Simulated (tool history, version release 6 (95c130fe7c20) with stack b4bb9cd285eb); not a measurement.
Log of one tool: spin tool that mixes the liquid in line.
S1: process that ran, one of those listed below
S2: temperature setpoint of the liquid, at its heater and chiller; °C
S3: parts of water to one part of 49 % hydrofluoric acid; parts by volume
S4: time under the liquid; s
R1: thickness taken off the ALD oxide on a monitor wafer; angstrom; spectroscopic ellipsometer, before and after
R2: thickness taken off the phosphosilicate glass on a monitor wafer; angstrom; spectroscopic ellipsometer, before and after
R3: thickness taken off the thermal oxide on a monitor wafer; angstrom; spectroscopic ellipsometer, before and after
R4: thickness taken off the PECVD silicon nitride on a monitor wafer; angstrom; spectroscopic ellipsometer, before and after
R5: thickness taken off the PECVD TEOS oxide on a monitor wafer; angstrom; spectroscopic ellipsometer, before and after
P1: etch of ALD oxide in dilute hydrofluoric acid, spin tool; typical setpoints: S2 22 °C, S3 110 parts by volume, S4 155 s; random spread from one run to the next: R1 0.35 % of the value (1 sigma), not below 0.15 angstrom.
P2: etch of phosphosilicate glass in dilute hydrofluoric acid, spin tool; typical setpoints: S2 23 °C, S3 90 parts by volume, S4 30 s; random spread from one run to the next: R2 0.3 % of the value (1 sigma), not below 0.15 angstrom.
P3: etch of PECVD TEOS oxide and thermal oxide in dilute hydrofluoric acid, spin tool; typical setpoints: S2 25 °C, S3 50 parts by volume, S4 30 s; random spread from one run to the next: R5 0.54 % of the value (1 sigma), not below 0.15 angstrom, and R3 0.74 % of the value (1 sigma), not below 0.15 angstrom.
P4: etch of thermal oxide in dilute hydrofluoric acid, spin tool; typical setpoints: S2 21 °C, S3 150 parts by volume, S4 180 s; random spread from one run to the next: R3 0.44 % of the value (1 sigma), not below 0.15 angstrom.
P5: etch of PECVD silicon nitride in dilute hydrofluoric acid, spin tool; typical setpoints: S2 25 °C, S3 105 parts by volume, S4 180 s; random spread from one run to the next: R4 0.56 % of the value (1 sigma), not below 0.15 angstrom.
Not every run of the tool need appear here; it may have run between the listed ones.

run 1 hour=4.8 | S1=P1 S2=22 S3=110 S4=155 | R1=209.5
run 2 hour=7.4 | S1=P2 S2=17 S3=90 S4=30 | R2=231.45
run 3 hour=12.2 | S1=P4 S2=21 S3=270 S4=180 | R3=24.591
run 4 hour=16.4 | S1=P2 S2=23 S3=90 S4=30 | R2=297.71
run 5 hour=21.3 | S1=P1 S2=22 S3=110 S4=155 | R1=209.27
run 6 hour=26.5 | S1=P4 S2=21 S3=150 S4=60 | R3=16.613
run 7 hour=31.4 | S1=P1 S2=22 S3=110 S4=155 | R1=209.51
run 8 hour=35.4 | S1=P1 S2=29.5 S3=110 S4=155 | R1=281.6
run 9 hour=38.1 | S1=P5 S2=29 S3=105 S4=180 | R4=106.78
run 10 hour=42 | S1=P1 S2=22 S3=110 S4=75 | R1=102.13
run 11 hour=47.5 | S1=P3 S2=33 S3=50 S4=30 | R3=45.526 R5=156.18
run 12 hour=52.8 | S1=P1 S2=22 S3=30 S4=155 | R1=848.06
run 13 hour=57.4 | S1=P2 S2=23 S3=155 S4=30 | R2=161.43
run 14 hour=60.1 | S1=P1 S2=29.5 S3=110 S4=15 | R1=27.29
run 15 hour=62.8 | S1=P4 S2=21 S3=150 S4=180 | R3=50.032
run 16 hour=65.4 | S1=P2 S2=23 S3=90 S4=15 | R2=149.35
run 17 hour=70.4 | S1=P5 S2=25 S3=45 S4=180 | R4=191.08
run 18 hour=75.2 | S1=P5 S2=25 S3=105 S4=85 | R4=39.203
run 19 hour=79.8 | S1=P1 S2=17 S3=110 S4=155 | R1=172.48
run 20 hour=83.4 | S1=P4 S2=17 S3=150 S4=180 | R3=42.737
run 21 hour=88.4 | S1=P3 S2=25 S3=50 S4=30 | R3=32.348 R5=114.46
run 22 hour=93.3 | S1=P3 S2=25 S3=50 S4=30 | R3=32.738 R5=113.29
run 23 hour=96.2 | S1=P3 S2=25 S3=90 S4=30 | R3=17.13 R5=59.985
run 24 hour=100.2 | S1=P1 S2=22 S3=110 S4=155 | R1=211.1
run 25 hour=104.2 | S1=P1 S2=22 S3=200 S4=155 | R1=104.53
run 26 hour=108.3 | S1=P3 S2=25 S3=50 S4=60 | R3=65.318 R5=228.05
run 27 hour=113.2 | S1=P1 S2=22 S3=110 S4=155 | R1=209.65

Predict the results of run 28:
run 28 hour=118 | S1=P1 S2=22 S3=110 S4=235 | R1=?

R1: 317.38 angstrom

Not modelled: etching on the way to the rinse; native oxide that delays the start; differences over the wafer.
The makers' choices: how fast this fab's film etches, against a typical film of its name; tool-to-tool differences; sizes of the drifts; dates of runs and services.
